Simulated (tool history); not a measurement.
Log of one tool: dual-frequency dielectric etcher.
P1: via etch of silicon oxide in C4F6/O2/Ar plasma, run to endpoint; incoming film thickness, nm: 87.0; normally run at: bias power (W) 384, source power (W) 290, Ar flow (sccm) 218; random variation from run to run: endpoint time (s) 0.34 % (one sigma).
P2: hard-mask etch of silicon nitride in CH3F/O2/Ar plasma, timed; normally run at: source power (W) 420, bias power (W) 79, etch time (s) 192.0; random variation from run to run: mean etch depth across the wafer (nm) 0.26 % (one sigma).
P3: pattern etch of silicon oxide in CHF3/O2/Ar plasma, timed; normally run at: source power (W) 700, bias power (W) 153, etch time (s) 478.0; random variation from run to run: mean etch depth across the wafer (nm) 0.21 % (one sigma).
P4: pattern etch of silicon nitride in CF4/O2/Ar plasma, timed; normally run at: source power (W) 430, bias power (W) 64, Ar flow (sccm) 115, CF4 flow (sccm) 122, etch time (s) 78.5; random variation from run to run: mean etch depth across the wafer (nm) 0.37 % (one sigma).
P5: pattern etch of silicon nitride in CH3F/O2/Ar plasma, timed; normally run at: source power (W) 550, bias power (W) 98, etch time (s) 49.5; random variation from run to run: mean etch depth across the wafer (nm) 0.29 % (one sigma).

run,day,process that ran,bias power (W),source power (W),Ar flow (sccm),etch time (s),CF4 flow (sccm),hours since the last wet clean,hours since the last bias power generator calibration,hours since the last source power generator calibration,hours since the last Ar flow controller change,endpoint time (s),mean etch depth across the wafer (nm)
1,0.288,P1,384,290,218,,,181.4,1203.7,2165.1,720.1,23.249,
2,0.654,P3,153,700,,605.5,,190.2,1212.5,2173.9,728.9,,1228.700
3,1.021,P3,153,700,,478.0,,199.0,1221.3,2182.7,737.7,,973.840
4,1.388,P1,231,290,218,,,207.8,1230.1,2191.5,746.5,27.614,
5,1.958,P1,384,210,218,,,221.5,1243.8,2205.2,760.2,26.267,
6,2.554,P2,79,420,,192.0,,235.8,1258.1,2219.5,774.5,,140.340
7,2.858,P1,384,290,218,,,243.1,1265.4,2226.8,781.8,23.138,
8,3.400,P1,384,360,218,,,256.1,1278.4,2239.8,794.8,21.490,
9,3.829,P4,41,430,115,78.5,122,266.4,1288.7,2250.1,805.1,,120.850
10,4.329,P5,59,550,,49.5,,278.4,1300.7,2262.1,817.1,,36.800
11,4.642,P4,64,430,115,78.5,122,285.9,1308.2,2269.6,824.6,,143.320
12,5.208,P3,213,700,,478.0,,299.5,1321.8,2283.2,838.2,,1090.000
13,5.654,P2,79,280,,192.0,,310.2,1332.5,2293.9,848.9,,120.370
14,6.208,P4,64,430,86,78.5,122,323.5,1345.8,2307.2,862.2,,146.600
15,6.688,P1,384,290,288,,,335.0,1357.3,2318.7,873.7,23.916,
16,6.950,P2,79,420,,192.0,,341.3,1363.6,2325.0,880.0,,139.900
17,7.367,P2,79,420,,279.5,,351.3,1373.6,2335.0,890.0,,203.520
18,7.642,P1,384,190,291,,,357.9,1380.2,2341.6,896.6,27.990,
# day 7.767: bias power generator calibrated
19,8.004,P1,384,290,218,,,366.6,5.7,2350.3,905.3,23.269,
20,8.425,P1,384,290,218,,,376.7,15.8,2360.4,915.4,23.177,
21,8.738,P4,64,430,115,78.5,88,384.2,23.3,2367.9,922.9,,137.660
22,9.175,P4,64,430,115,57.5,122,394.7,33.8,2378.4,933.4,,104.060
23,9.767,P1,384,290,218,,,408.9,48.0,2392.6,947.6,23.211,
24,10.054,P5,98,320,,49.5,,415.8,54.9,2399.5,954.5,,36.021
25,10.471,P4,64,270,115,78.5,122,425.8,64.9,2409.5,964.5,,95.105
26,10.808,P3,153,430,,478.0,,433.9,73.0,2417.6,972.6,,806.160
27,11.075,P1,384,290,156,,,440.3,79.4,2424.0,979.0,22.365,
28,11.504,P5,98,550,,49.5,,450.6,89.7,2434.3,989.3,,43.508
29,11.825,P1,494,340,218,,,458.3,97.4,2442.0,997.0,19.899,
30,12.171,P1,384,340,264,,,466.6,105.7,2450.3,1005.3,22.342,
31,12.500,P5,98,550,,74.5,,474.5,113.6,2458.2,1013.2,,65.724
32,13.075,P1,487,290,218,,,488.3,127.4,2472.0,1027.0,21.172,
# day 13.158: source power generator calibrated
33,13.475,P4,64,430,115,78.5,122,497.9,137.0,7.6,1036.6,,142.350
34,13.746,P1,384,290,218,,,504.4,143.5,14.1,1043.1,23.261,
35,14.225,P5,98,550,,49.5,,515.9,155.0,25.6,1054.6,,43.731
36,14.667,P2,101,420,,192.0,,526.5,165.6,36.2,1065.2,,153.670
37,15.058,P1,384,290,218,,,535.9,175.0,45.6,1074.6,23.304,
38,15.546,P1,384,290,218,,,547.6,186.7,57.3,1086.3,23.097,
39,16.050,P1,384,290,218,,,559.7,198.8,69.4,1098.4,22.955,
40,16.625,P1,384,290,218,,,573.5,212.6,83.2,1112.2,23.018,
# day 17.050: wet clean of the chamber
41,17.108,P1,384,290,218,,,1.5,224.2,94.8,1123.8,22.893,
42,17.421,P1,384,290,218,,,9.0,231.7,102.3,1131.3,22.919,
# day 17.717: Ar flow controller replaced
43,17.904,P1,384,290,218,,,20.6,243.3,113.9,4.6,22.855,
44,18.342,P1,384,290,218,,,31.1,253.8,124.4,15.1,22.743,
45,18.783,P1,384,290,218,,,41.7,264.4,135.0,25.7,22.713,
46,19.242,P1,384,290,218,,,52.7,275.4,146.0,36.7,22.911,

What P1 gives has crept away from where it was. These 2 causes fit the log equally well, each at the size given:
A: bias power that arrives over what is set, % = 4.79
B: source power that arrives over what is set, % = 4.73
The creep began at about day 15.058.
Why every other cause is out:
chamber walls in a state that raises the etch rate, %: serviced at day 17.050, which brought nothing back
Ar flow that arrives under what is set, %: serviced at day 17.717, which brought nothing back

4 check runs are offered, each on 2 wafers whose results are averaged, their results left as question marks. Which one tells the causes apart?
check 1,19.700,P3,204,490,,478.0,,,,,,,?
check 2,19.700,P5,63,550,,70.5,,,,,,,?
check 3,19.700,P2,79,300,,192.0,,,,,,,?
check 4,19.700,P4,42,430,98,78.5,122,,,,,,?

What each check would give under each cause:
check,result,if A,if B
check 1,mean etch depth across the wafer (nm),948.970,950.000
check 2,mean etch depth across the wafer (nm),54.423,54.567
check 3,mean etch depth across the wafer (nm),125.600,125.660
check 4,mean etch depth across the wafer (nm),126.310,129.360
How far apart the two closest causes lie, in the result that separates them most: check 1 0.11 %; check 2 0.26 %; check 3 0.05 %; check 4 2.39 %
Only check 4 tells the causes apart: in the others they would give nearly the same result.

Check 4 was then run and gave: mean etch depth across the wafer (nm) 129.270. Which cause is it?

It is B: source power that arrives over what is set, %.
